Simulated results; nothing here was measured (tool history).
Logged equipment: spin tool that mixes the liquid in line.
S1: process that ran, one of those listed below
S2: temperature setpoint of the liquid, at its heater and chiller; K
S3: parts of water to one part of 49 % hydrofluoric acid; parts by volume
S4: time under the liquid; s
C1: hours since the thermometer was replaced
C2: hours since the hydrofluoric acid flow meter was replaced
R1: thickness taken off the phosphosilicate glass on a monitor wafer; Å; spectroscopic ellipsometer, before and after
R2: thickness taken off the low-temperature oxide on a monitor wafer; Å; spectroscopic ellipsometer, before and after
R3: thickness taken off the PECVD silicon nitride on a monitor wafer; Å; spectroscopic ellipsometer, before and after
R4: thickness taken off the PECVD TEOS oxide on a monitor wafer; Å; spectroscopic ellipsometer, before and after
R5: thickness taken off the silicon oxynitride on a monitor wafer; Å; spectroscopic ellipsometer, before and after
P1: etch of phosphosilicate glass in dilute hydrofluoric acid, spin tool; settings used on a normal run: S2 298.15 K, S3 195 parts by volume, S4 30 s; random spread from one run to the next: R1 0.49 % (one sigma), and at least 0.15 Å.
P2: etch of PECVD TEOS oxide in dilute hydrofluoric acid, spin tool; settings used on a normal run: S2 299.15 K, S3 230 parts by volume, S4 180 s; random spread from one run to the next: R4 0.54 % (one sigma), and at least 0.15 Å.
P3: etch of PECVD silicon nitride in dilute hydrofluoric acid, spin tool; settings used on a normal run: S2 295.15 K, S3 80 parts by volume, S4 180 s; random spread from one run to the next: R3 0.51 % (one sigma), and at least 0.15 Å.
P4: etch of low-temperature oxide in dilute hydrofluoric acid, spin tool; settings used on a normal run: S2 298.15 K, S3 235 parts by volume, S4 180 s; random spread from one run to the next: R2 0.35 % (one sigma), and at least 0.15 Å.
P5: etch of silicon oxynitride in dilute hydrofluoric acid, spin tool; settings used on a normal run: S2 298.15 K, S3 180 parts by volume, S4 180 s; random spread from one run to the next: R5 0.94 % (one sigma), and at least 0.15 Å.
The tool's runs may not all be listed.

run 1 day=0.496 | S1=P1 S2=298.15 S3=195 S4=30 | C1=144.7 C2=1154.8 | R1=175.94
run 2 day=0.958 | S1=P4 S2=298.15 S3=135 S4=180 | C1=155.8 C2=1165.9 | R2=141.43
run 3 day=1.45 | S1=P4 S2=306.15 S3=235 S4=180 | C1=167.6 C2=1177.7 | R2=95.781
run 4 day=1.771 | S1=P1 S2=298.15 S3=195 S4=30 | C1=175.3 C2=1185.4 | R1=176.57
run 5 day=2.154 | S1=P1 S2=298.15 S3=195 S4=15 | C1=184.5 C2=1194.6 | R1=87.459
run 6 day=2.8 | S1=P1 S2=298.15 S3=270 S4=30 | C1=200 C2=1210.1 | R1=117.09
run 7 day=3.221 | S1=P3 S2=295.15 S3=80 S4=180 | C1=210.1 C2=1220.2 | R3=57.313
run 8 day=3.8 | S1=P1 S2=291.15 S3=195 S4=30 | C1=224 C2=1234.1 | R1=135.45
run 9 day=4.312 | S1=P2 S2=299.15 S3=230 S4=180 | C1=236.3 C2=1246.4 | R4=90.78
run 10 day=4.704 | S1=P3 S2=303.65 S3=80 S4=180 | C1=245.7 C2=1255.8 | R3=100.62
run 11 day=5.071 | S1=P4 S2=298.15 S3=235 S4=180 | C1=254.5 C2=1264.6 | R2=72.793
run 12 day=5.488 | S1=P2 S2=299.15 S3=230 S4=90 | C1=264.5 C2=1274.6 | R4=45.396
run 13 day=5.958 | S1=P3 S2=295.15 S3=80 S4=180 | C1=275.8 C2=1285.9 | R3=57.622
run 14 day=6.371 | S1=P1 S2=302.65 S3=110 S4=30 | C1=285.7 C2=1295.8 | R1=409.14
run 15 day=7 | S1=P5 S2=298.15 S3=180 S4=180 | C1=300.8 C2=1310.9 | R5=23.246
run 16 day=7.483 | S1=P5 S2=298.15 S3=180 S4=345 | C1=312.4 C2=1322.5 | R5=46.039
run 17 day=8.092 | S1=P4 S2=298.15 S3=235 S4=15 | C1=327 C2=1337.1 | R2=6.0181
run 18 day=8.604 | S1=P1 S2=302.15 S3=275 S4=30 | C1=339.3 C2=1349.4 | R1=130.72
run 19 day=9.208 | S1=P1 S2=298.15 S3=195 S4=30 | C1=353.8 C2=1363.9 | R1=175.42
run 20 day=9.696 | S1=P5 S2=305.15 S3=180 S4=180 | C1=365.5 C2=1375.6 | R5=31.664
run 21 day=10.121 | S1=P2 S2=303.65 S3=230 S4=180 | C1=375.7 C2=1385.8 | R4=107.38
run 22 day=10.433 | S1=P1 S2=298.15 S3=195 S4=30 | C1=383.2 C2=1393.3 | R1=176.55
run 23 day=10.854 | S1=P1 S2=303.65 S3=195 S4=30 | C1=393.3 C2=1403.4 | R1=212.51
run 24 day=11.246 | S1=P5 S2=298.15 S3=180 S4=180 | C1=402.7 C2=1412.8 | R5=23.686
run 25 day=11.833 | S1=P3 S2=295.15 S3=80 S4=15 | C1=416.8 C2=1426.9 | R3=4.7156
run 26 day=12.25 | S1=P1 S2=298.15 S3=30 S4=30 | C1=426.8 C2=1436.9 | R1=1403.1
run 27 day=12.583 | S1=P1 S2=298.15 S3=195 S4=60 | C1=434.8 C2=1444.9 | R1=351.02
run 28 day=12.9 | S1=P2 S2=299.15 S3=380 S4=180 | C1=442.4 C2=1452.5 | R4=47.502
run 29 day=13.375 | S1=P5 S2=298.15 S3=115 S4=180 | C1=453.8 C2=1463.9 | R5=40.137
run 30 day=13.704 | S1=P1 S2=298.15 S3=195 S4=30 | C1=461.7 C2=1471.8 | R1=177.24
run 31 day=14.121 | S1=P3 S2=295.15 S3=145 S4=180 | C1=471.7 C2=1481.8 | R3=32.045
run 32 day=14.567 | S1=P1 S2=298.15 S3=195 S4=30 | C1=482.4 C2=1492.5 | R1=176.86
run 33 day=15.025 | S1=P2 S2=299.15 S3=230 S4=180 | C1=493.4 C2=1503.5 | R4=91.186
run 34 day=15.383 | S1=P1 S2=306.15 S3=195 S4=60 | C1=502 C2=1512.1 | R1=465.79
run 35 day=15.9 | S1=P1 S2=298.15 S3=195 S4=30 | C1=514.4 C2=1524.5 | R1=174.54
run 36 day=16.217 | S1=P1 S2=298.15 S3=195 S4=30 | C1=522 C2=1532.1 | R1=174.93
run 37 day=16.838 | S1=P1 S2=298.15 S3=195 S4=30 | C1=536.9 C2=1547 | R1=170.24
run 38 day=17.233 | S1=P1 S2=298.15 S3=195 S4=30 | C1=546.4 C2=1556.5 | R1=171.05
run 39 day=17.617 | S1=P1 S2=298.15 S3=195 S4=30 | C1=555.6 C2=1565.7 | R1=168.74
run 40 day=18.171 | S1=P1 S2=298.15 S3=195 S4=30 | C1=568.9 C2=1579 | R1=168.22
run 41 day=18.629 | S1=P1 S2=298.15 S3=195 S4=30 | C1=579.9 C2=1590 | R1=167.48
run 42 day=19.221 | S1=P1 S2=298.15 S3=195 S4=30 | C1=594.1 C2=1604.2 | R1=165.81
run 43 day=19.812 | S1=P1 S2=298.15 S3=195 S4=30 | C1=608.3 C2=1618.4 | R1=166.35

P1 no longer gives what it gave before; its output has crept away from where it was. The following 2 causes, each at its listed size, fit the log equally well:
A: liquid colder than its thermometer reads (K) = 1.43
B: hydrofluoric acid flow below the setpoint (%) = 4.23
Creep in the process output first set in at about day 15.9.

Which of the check runs below tells the causes apart, meaning the causes would give it clearly different results? Each run uses 2 wafers whose results are averaged, and each result is shown as a question mark.
run check 1 day=20.404 | S1=P4 S2=298.15 S3=160 S4=60 | R2=?
run check 2 day=20.404 | S1=P5 S2=301.65 S3=180 S4=180 | R5=?
run check 3 day=20.404 | S1=P2 S2=299.15 S3=320 S4=180 | R4=?
run check 4 day=20.404 | S1=P3 S2=295.15 S3=80 S4=55 | R3=?

What each check would give under each cause:
check=check_1 result=R2 if_A=36.633 if_B=36.734
check=check_2 result=R5 if_A=26.034 if_B=26.344
check=check_3 result=R4 if_A=56.951 if_B=56.447
check=check_4 result=R3 if_A=15.965 if_B=16.864
Gap, in per cent, between the two causes that each check separates least, read from the result that separates them most: check 1 0.28 %; check 2 1.19 %; check 3 0.89 %; check 4 5.48 %
The other checks would show nearly matching results whichever cause is true, so check 4 is the only one that separates the causes.

Check 4 has now been run. It gave: R3 15.906 Å. Which of the candidate causes is it?

Of the candidate causes, it is A: liquid colder than its thermometer reads (K).
